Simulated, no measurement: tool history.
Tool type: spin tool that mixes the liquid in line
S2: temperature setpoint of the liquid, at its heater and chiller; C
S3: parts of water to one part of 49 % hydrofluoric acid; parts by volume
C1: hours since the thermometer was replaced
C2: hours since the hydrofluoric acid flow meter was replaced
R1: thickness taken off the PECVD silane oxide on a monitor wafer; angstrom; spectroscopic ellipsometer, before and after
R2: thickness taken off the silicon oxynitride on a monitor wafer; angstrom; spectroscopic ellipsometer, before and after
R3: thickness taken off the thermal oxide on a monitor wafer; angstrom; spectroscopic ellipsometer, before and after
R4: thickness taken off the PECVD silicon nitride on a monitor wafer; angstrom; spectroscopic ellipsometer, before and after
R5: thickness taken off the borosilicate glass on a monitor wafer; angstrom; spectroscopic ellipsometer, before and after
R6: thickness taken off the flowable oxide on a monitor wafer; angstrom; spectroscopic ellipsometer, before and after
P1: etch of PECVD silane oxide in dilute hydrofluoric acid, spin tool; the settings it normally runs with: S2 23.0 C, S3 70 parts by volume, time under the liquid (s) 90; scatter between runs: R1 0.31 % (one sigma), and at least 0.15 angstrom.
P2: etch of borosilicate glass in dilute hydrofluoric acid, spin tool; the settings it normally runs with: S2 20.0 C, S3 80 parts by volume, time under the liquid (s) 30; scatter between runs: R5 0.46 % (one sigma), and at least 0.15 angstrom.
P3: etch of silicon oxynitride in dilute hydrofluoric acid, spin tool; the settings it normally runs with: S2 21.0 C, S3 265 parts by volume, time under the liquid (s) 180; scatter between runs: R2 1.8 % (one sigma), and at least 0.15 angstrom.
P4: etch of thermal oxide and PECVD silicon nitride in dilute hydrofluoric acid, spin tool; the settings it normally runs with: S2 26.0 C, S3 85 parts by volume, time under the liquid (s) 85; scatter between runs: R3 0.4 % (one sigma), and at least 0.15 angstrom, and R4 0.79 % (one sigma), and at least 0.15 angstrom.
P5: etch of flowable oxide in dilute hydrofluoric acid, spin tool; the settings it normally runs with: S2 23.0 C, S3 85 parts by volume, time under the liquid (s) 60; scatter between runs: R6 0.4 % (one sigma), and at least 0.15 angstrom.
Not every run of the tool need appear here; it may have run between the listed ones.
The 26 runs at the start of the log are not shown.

run 27 hour=102.9 | process_that_ran=P2 S2=28.0 S3=80 time_under_the_liquid_(s)=30 | C1=1573.1 C2=1126.2 | R5=228.80
run 28 hour=107.6 | process_that_ran=P3 S2=21.0 S3=265 time_under_the_liquid_(s)=300 | C1=1577.8 C2=1130.9 | R2=24.944
run 29 hour=112.4 | process_that_ran=P1 S2=23.0 S3=70 time_under_the_liquid_(s)=90 | C1=1582.6 C2=1135.7 | R1=416.630
run 30 hour=116.6 | process_that_ran=P1 S2=23.0 S3=70 time_under_the_liquid_(s)=90 | C1=1586.8 C2=1139.9 | R1=428.110
run 31 hour=119.4 | process_that_ran=P1 S2=23.0 S3=70 time_under_the_liquid_(s)=90 | C1=1589.6 C2=1142.7 | R1=433.010
run 32 hour=123.2 | process_that_ran=P1 S2=23.0 S3=70 time_under_the_liquid_(s)=90 | C1=1593.4 C2=1146.5 | R1=440.730
run 33 hour=127.1 | process_that_ran=P1 S2=23.0 S3=70 time_under_the_liquid_(s)=90 | C1=1597.3 C2=1150.4 | R1=443.530
run 34 hour=132.2 | process_that_ran=P1 S2=23.0 S3=70 time_under_the_liquid_(s)=90 | C1=1602.4 C2=1155.5 | R1=447.140
run 35 hour=136.9 | process_that_ran=P1 S2=23.0 S3=70 time_under_the_liquid_(s)=90 | C1=1607.1 C2=1160.2 | R1=444.830
run 36 hour=142.0 | process_that_ran=P1 S2=23.0 S3=70 time_under_the_liquid_(s)=90 | C1=1612.2 C2=1165.3 | R1=450.040

Expected results for the next run?
run 37 hour=145.0 | process_that_ran=P1 S2=23.0 S3=70 time_under_the_liquid_(s)=90 | C1=1615.2 C2=1168.3 | R1=?

Run 37 came out at R1 449.520 angstrom.
